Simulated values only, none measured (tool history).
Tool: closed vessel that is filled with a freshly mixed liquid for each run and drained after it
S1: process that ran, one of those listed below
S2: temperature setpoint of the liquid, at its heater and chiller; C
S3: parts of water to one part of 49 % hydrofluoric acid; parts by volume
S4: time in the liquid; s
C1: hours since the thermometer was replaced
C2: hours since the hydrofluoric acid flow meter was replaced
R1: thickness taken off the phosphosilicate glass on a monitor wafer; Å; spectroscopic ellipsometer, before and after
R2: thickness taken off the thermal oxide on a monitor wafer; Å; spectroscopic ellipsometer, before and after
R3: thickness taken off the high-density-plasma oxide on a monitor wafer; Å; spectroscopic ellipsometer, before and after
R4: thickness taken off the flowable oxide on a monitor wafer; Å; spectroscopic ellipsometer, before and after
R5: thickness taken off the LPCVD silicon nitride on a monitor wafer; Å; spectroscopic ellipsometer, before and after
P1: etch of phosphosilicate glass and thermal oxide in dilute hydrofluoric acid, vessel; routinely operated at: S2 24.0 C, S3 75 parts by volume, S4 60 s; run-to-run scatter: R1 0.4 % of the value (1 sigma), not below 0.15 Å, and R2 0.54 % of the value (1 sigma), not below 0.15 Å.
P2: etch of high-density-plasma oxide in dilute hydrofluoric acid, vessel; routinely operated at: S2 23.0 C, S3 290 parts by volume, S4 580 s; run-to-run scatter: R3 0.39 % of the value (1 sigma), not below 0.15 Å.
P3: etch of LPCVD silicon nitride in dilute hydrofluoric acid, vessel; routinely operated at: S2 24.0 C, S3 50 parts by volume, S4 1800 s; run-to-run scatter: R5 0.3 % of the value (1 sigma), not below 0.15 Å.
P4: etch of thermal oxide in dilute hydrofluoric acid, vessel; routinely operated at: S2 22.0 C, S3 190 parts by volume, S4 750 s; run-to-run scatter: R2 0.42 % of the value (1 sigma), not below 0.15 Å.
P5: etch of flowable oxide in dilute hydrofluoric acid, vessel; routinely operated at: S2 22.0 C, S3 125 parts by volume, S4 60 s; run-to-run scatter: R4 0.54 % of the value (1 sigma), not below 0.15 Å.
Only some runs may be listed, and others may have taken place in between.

| run | hour | S1 | S2 | S3 | S4 | C1 | C2 | R1 | R2 | R3 | R4 | R5 |
|---|---|---|---|---|---|---|---|---|---|---|---|---|
| 1 | 4.9 | P1 | 24.0 | 75 | 60 | 1081.9 | 465.5 | 766.63 | 39.282 |  |  |  |
| 2 | 11.8 | P2 | 23.0 | 290 | 580 | 1088.8 | 472.4 |  |  | 112.1700 |  |  |
| 3 | 20.2 | P1 | 24.0 | 75 | 60 | 1097.2 | 480.8 | 764.99 | 39.504 |  |  |  |
| 4 | 24.5 | P1 | 24.0 | 75 | 30 | 1101.5 | 485.1 | 380.04 | 19.622 |  |  |  |
| 5 | 29.7 | P1 | 24.0 | 75 | 60 | 1106.7 | 490.3 | 763.05 | 40.624 |  |  |  |
| 6 | 38.7 | P4 | 22.0 | 190 | 1405 | 1115.7 | 499.3 |  | 281.460 |  |  |  |
| 7 | 47.7 | P5 | 22.0 | 125 | 60 | 1124.7 | 508.3 |  |  |  | 160.310 |  |
| 8 | 53.1 | P2 | 23.0 | 95 | 580 | 1130.1 | 513.7 |  |  | 420.0800 |  |  |
| 9 | 58.8 | P5 | 22.0 | 125 | 30 | 1135.8 | 519.4 |  |  |  | 80.105 |  |
| 10 | 64.2 | P4 | 22.0 | 190 | 750 | 1141.2 | 524.8 |  | 149.390 |  |  |  |
| 11 | 71.1 | P3 | 24.0 | 50 | 1800 | 1148.1 | 531.7 |  |  |  |  | 151.690 |
| 12 | 76.5 | P3 | 24.0 | 50 | 2790 | 1153.5 | 537.1 |  |  |  |  | 233.520 |
| 13 | 81.9 | P3 | 28.5 | 50 | 1800 | 1158.9 | 542.5 |  |  |  |  | 204.200 |
| 14 | 87.7 | P1 | 24.0 | 75 | 60 | 1164.7 | 548.3 | 758.29 | 40.060 |  |  |  |
| 15 | 95.4 | P1 | 17.0 | 75 | 60 | 1172.4 | 556.0 | 568.53 | 29.666 |  |  |  |
| 16 | 103.7 | P1 | 24.0 | 75 | 60 | 1180.7 | 564.3 | 764.45 | 40.015 |  |  |  |
| 17 | 112.9 | P1 | 30.5 | 75 | 60 | 1189.9 | 573.5 | 984.57 | 51.595 |  |  |  |
| 18 | 118.2 | P2 | 23.0 | 290 | 40 | 1195.2 | 578.8 |  |  | 7.9148 |  |  |
| 19 | 123.0 | P5 | 17.0 | 125 | 60 | 1200.0 | 583.6 |  |  |  | 130.580 |  |
| 20 | 132.2 | P1 | 24.0 | 105 | 60 | 1209.2 | 592.8 | 524.65 | 27.558 |  |  |  |
| 21 | 138.0 | P4 | 22.0 | 75 | 750 | 1215.0 | 598.6 |  | 433.390 |  |  |  |
|  | 143.6 | hydrofluoric acid flow meter replaced |
| 22 | 147.3 | P3 | 24.0 | 90 | 1800 | 1224.3 | 3.7 |  |  |  |  | 84.925 |
| 23 | 152.2 | P2 | 27.0 | 290 | 580 | 1229.2 | 8.6 |  |  | 128.2800 |  |  |
| 24 | 159.6 | P2 | 23.0 | 290 | 580 | 1236.6 | 16.0 |  |  | 111.8800 |  |  |
| 25 | 167.0 | P1 | 31.0 | 75 | 90 | 1244.0 | 23.4 | 1509.50 | 78.111 |  |  |  |
| 26 | 175.8 | P1 | 24.0 | 75 | 105 | 1252.8 | 32.2 | 1334.30 | 70.340 |  |  |  |
| 27 | 181.5 | P5 | 22.0 | 185 | 60 | 1258.5 | 37.9 |  |  |  | 101.670 |  |
| 28 | 188.3 | P4 | 30.0 | 190 | 750 | 1265.3 | 44.7 |  | 200.240 |  |  |  |
| 29 | 197.5 | P1 | 24.0 | 20 | 60 | 1274.5 | 53.9 | 3057.80 | 161.390 |  |  |  |
| 30 | 203.2 | P1 | 24.0 | 75 | 60 | 1280.2 | 59.6 | 760.29 | 39.977 |  |  |  |
| 31 | 210.2 | P1 | 24.0 | 75 | 60 | 1287.2 | 66.6 | 763.38 | 39.452 |  |  |  |
| 32 | 216.1 | P1 | 24.0 | 75 | 60 | 1293.1 | 72.5 | 744.19 | 38.640 |  |  |  |
| 33 | 220.5 | P1 | 24.0 | 75 | 60 | 1297.5 | 76.9 | 731.06 | 38.245 |  |  |  |
| 34 | 230.1 | P1 | 24.0 | 75 | 60 | 1307.1 | 86.5 | 713.05 | 37.752 |  |  |  |
| 35 | 236.0 | P1 | 24.0 | 75 | 60 | 1313.0 | 92.4 | 708.82 | 37.090 |  |  |  |
| 36 | 243.3 | P1 | 24.0 | 75 | 60 | 1320.3 | 99.7 | 701.91 | 36.770 |  |  |  |
| 37 | 252.4 | P1 | 24.0 | 75 | 60 | 1329.4 | 108.8 | 697.59 | 36.132 |  |  |  |
| 38 | 261.1 | P1 | 24.0 | 75 | 60 | 1338.1 | 117.5 | 694.41 | 35.805 |  |  |  |
| 39 | 268.1 | P1 | 24.0 | 75 | 60 | 1345.1 | 124.5 | 694.92 | 36.517 |  |  |  |
| 40 | 274.2 | P1 | 24.0 | 75 | 60 | 1351.2 | 130.6 | 695.71 | 36.115 |  |  |  |
| 41 | 282.0 | P1 | 24.0 | 75 | 60 | 1359.0 | 138.4 | 690.02 | 36.086 |  |  |  |
| 42 | 286.3 | P1 | 24.0 | 75 | 60 | 1363.3 | 142.7 | 694.84 | 36.653 |  |  |  |

P1 has crept away from where it was. The log is fitted equally well by each of these 2 causes, at the sizes shown:
A: hydrofluoric acid flow below the setpoint (%) = 8.29
B: liquid colder than its thermometer reads (K) = 2.34
The process output started creeping at around hour 210.2.

The check runs listed below each take one wafer, and their results are still question marks. Under which run would the listed causes lead to clearly different results?
| check 1 | 290.6 | P2 | 23.0 | 125 | 50 |  |  |  |  | ? |  |  |
| check 2 | 290.6 | P5 | 19.0 | 125 | 30 |  |  |  |  |  | ? |  |
| check 3 | 290.6 | P4 | 27.0 | 95 | 750 |  |  |  | ? |  |  |  |
| check 4 | 290.6 | P3 | 24.0 | 80 | 1800 |  |  |  |  |  |  | ? |

Check results expected under each cause:
| check | result | if A | if B |
|---|---|---|---|
| check 1 | R3 | 24.0650 | 24.2230 |
| check 2 | R4 | 64.264 | 64.379 |
| check 3 | R2 | 367.290 | 369.640 |
| check 4 | R5 | 87.491 | 81.432 |
Distance between the nearest two causes, measured in the result of the check that separates them most: check 1 0.65 %; check 2 0.18 %; check 3 0.64 %; check 4 7.18 %
The causes can be told apart only by check 4. The other checks would give nearly the same results under each of them.

The results of check 4 are: R5 81.887 Å. Based on these, which of the listed causes is it?

It is B: liquid colder than its thermometer reads (K).
